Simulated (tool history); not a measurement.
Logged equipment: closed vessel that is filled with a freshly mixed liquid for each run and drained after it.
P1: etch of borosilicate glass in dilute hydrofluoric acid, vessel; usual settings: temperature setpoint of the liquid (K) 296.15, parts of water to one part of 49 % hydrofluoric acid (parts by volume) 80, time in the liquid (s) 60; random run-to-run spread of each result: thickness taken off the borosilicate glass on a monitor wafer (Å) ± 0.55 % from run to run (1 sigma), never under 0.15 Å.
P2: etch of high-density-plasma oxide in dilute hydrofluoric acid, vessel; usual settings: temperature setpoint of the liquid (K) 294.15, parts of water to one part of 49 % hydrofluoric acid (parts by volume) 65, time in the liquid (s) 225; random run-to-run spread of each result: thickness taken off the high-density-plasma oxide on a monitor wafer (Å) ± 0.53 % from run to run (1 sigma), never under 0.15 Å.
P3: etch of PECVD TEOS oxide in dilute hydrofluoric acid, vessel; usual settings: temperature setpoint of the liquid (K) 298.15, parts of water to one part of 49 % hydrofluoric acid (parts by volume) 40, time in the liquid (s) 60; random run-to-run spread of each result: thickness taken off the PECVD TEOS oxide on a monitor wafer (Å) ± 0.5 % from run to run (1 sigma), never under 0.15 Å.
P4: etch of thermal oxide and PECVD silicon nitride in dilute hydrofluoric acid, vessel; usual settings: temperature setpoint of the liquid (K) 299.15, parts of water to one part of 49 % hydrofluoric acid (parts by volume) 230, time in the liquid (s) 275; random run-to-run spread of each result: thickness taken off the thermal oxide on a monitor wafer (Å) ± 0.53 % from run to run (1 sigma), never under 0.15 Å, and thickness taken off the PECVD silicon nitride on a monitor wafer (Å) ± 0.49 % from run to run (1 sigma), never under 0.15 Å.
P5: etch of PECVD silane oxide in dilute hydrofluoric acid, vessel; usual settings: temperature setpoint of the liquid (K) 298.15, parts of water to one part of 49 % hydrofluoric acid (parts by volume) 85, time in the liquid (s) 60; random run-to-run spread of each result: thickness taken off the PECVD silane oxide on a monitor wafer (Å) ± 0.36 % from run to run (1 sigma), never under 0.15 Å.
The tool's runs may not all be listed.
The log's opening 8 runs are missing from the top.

run,hour,process that ran,temperature setpoint of the liquid (K),parts of water to one part of 49 % hydrofluoric acid (parts by volume),time in the liquid (s),hours since the thermometer was replaced,hours since the hydrofluoric acid flow meter was replaced,thickness taken off the borosilicate glass on a monitor wafer (Å),thickness taken off the thermal oxide on a monitor wafer (Å),thickness taken off the PECVD silicon nitride on a monitor wafer (Å),thickness taken off the PECVD silane oxide on a monitor wafer (Å),thickness taken off the PECVD TEOS oxide on a monitor wafer (Å),thickness taken off the high-density-plasma oxide on a monitor wafer (Å)
9,74,P1,296.15,80,60,1197.9,244.7,159.64,,,,,
10,80.6,P3,298.15,40,60,1204.5,251.3,,,,,317.69,
11,86.3,P1,296.15,80,30,1210.2,257,79.881,,,,,
12,98.8,P1,296.15,80,60,1222.7,269.5,159.08,,,,,
13,105.2,P2,302.15,65,225,1229.1,275.9,,,,,,276.27
14,113.9,P1,301.15,80,110,1237.8,284.6,353.53,,,,,
15,124.5,P5,298.15,85,30,1248.4,295.2,,,,121.8,,
16,135.4,P1,296.15,80,60,1259.3,306.1,158.65,,,,,
17,146.8,P1,296.15,80,60,1270.7,317.5,159.13,,,,,
18,158.4,P1,296.15,30,60,1282.3,329.1,450.36,,,,,
19,165.9,P4,295.15,230,275,1289.8,336.6,,46.169,32.959,,,
20,172.5,P1,296.15,125,60,1296.4,343.2,95.62,,,,,
21,178.5,P3,298.15,40,30,1302.4,349.2,,,,,157.01,
22,187.6,P5,303.65,85,60,1311.5,358.3,,,,301.23,,
23,195.3,P3,298.15,20,60,1319.2,366,,,,,649.66,
24,201.2,P2,294.15,65,225,1325.1,371.9,,,,,,200.87
25,209.3,P5,298.15,25,60,1333.2,380,,,,893.1,,
26,221.3,P2,294.15,110,225,1345.2,392,,,,,,112.46
27,231,P1,300.15,80,60,1354.9,401.7,186.34,,,,,
28,241.3,P1,296.15,120,100,1365.2,412,167.74,,,,,

Predict the results of run 29:
29,247.1,P1,296.15,80,60,1371,417.8,?,,,,,

Run 29 came out at thickness taken off the borosilicate glass on a monitor wafer (Å) 158.55.
